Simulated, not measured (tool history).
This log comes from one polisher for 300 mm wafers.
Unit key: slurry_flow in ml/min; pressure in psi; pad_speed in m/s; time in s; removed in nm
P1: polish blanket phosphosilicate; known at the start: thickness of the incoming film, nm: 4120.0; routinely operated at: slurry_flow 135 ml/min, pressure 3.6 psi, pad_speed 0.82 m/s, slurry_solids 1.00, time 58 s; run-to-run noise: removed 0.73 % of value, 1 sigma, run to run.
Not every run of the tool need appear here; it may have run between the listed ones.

| run | hour | slurry_flow | pressure | pad_speed | slurry_solids | time | wafers polished on this pad | hours since the slurry nozzle was cleaned | hours since the head pressure was calibrated | hours since the slurry blender was calibrated | hours since the conditioning disc was replaced | removed |
|---|---|---|---|---|---|---|---|---|---|---|---|---|
| 1 | 3.7 | 135 | 3.6 | 0.82 | 1.00 | 58 | 303 | 41.0 | 236.0 | 85.7 | 83.9 | 424.54 |
| 2 | 9.4 | 135 | 3.6 | 0.82 | 1.00 | 58 | 381 | 46.7 | 241.7 | 91.4 | 89.6 | 424.83 |
| 3 | 13.9 | 135 | 3.6 | 0.48 | 1.00 | 58 | 442 | 51.2 | 246.2 | 95.9 | 94.1 | 275.28 |
| 4 | 19.3 | 85 | 3.6 | 0.82 | 1.00 | 58 | 516 | 56.6 | 251.6 | 101.3 | 99.5 | 382.20 |
| 5 | 22.1 | 135 | 3.6 | 0.82 | 0.50 | 58 | 554 | 59.4 | 254.4 | 104.1 | 102.3 | 291.34 |
| 6 | 27.7 | 135 | 3.6 | 0.82 | 1.00 | 40 | 630 | 65.0 | 260.0 | 109.7 | 107.9 | 293.85 |
| 7 | 31.8 | 135 | 2.7 | 0.82 | 1.00 | 38 | 686 | 69.1 | 264.1 | 113.8 | 112.0 | 210.42 |
| 8 | 37.2 | 205 | 3.6 | 0.82 | 1.00 | 58 | 760 | 74.5 | 269.5 | 119.2 | 117.4 | 451.62 |
|  | 41.2 | head pressure recalibrated |
| 9 | 42.8 | 135 | 3.6 | 0.82 | 1.50 | 58 | 836 | 80.1 | 1.6 | 124.8 | 123.0 | 503.32 |
| 10 | 46.9 | 105 | 3.6 | 0.82 | 1.00 | 90 | 892 | 84.2 | 5.7 | 128.9 | 127.1 | 634.78 |
| 11 | 52.1 | 135 | 3.6 | 0.82 | 1.00 | 58 | 963 | 89.4 | 10.9 | 134.1 | 132.3 | 429.19 |
| 12 | 57.6 | 135 | 5.6 | 0.82 | 1.00 | 58 | 1038 | 94.9 | 16.4 | 139.6 | 137.8 | 660.61 |
| 13 | 63.2 | 135 | 3.6 | 0.58 | 0.65 | 58 | 1114 | 100.5 | 22.0 | 145.2 | 143.4 | 259.30 |
| 14 | 69.1 | 135 | 3.6 | 0.82 | 1.00 | 90 | 1195 | 106.4 | 27.9 | 151.1 | 149.3 | 662.13 |
| 15 | 73.9 | 135 | 3.6 | 1.28 | 1.00 | 58 | 1260 | 111.2 | 32.7 | 155.9 | 154.1 | 600.13 |
| 16 | 76.7 | 135 | 3.6 | 0.82 | 1.00 | 58 | 1298 | 114.0 | 35.5 | 158.7 | 156.9 | 426.25 |
| 17 | 80.0 | 135 | 1.6 | 0.82 | 1.00 | 58 | 1343 | 117.3 | 38.8 | 162.0 | 160.2 | 190.08 |
| 18 | 85.6 | 135 | 3.6 | 0.82 | 1.00 | 58 | 1420 | 122.9 | 44.4 | 167.6 | 165.8 | 424.17 |
| 19 | 91.5 | 135 | 3.6 | 0.82 | 1.00 | 58 | 1500 | 128.8 | 50.3 | 173.5 | 171.7 | 404.34 |
| 20 | 95.5 | 135 | 3.6 | 0.82 | 1.00 | 58 | 1555 | 132.8 | 54.3 | 177.5 | 175.7 | 386.20 |
| 21 | 100.5 | 135 | 3.6 | 0.82 | 1.00 | 58 | 1623 | 137.8 | 59.3 | 182.5 | 180.7 | 374.18 |

Expected results for the next run?
|  | 102.1 | conditioning disc replaced and pad reconditioned |
|  | 102.3 | slurry nozzle cleaned |
| 22 | 104.5 | 135 | 3.6 | 0.82 | 1.00 | 58 | 1677 | 2.3 | 63.3 | 186.5 | 2.4 | ? |

removed: 373.59 nm

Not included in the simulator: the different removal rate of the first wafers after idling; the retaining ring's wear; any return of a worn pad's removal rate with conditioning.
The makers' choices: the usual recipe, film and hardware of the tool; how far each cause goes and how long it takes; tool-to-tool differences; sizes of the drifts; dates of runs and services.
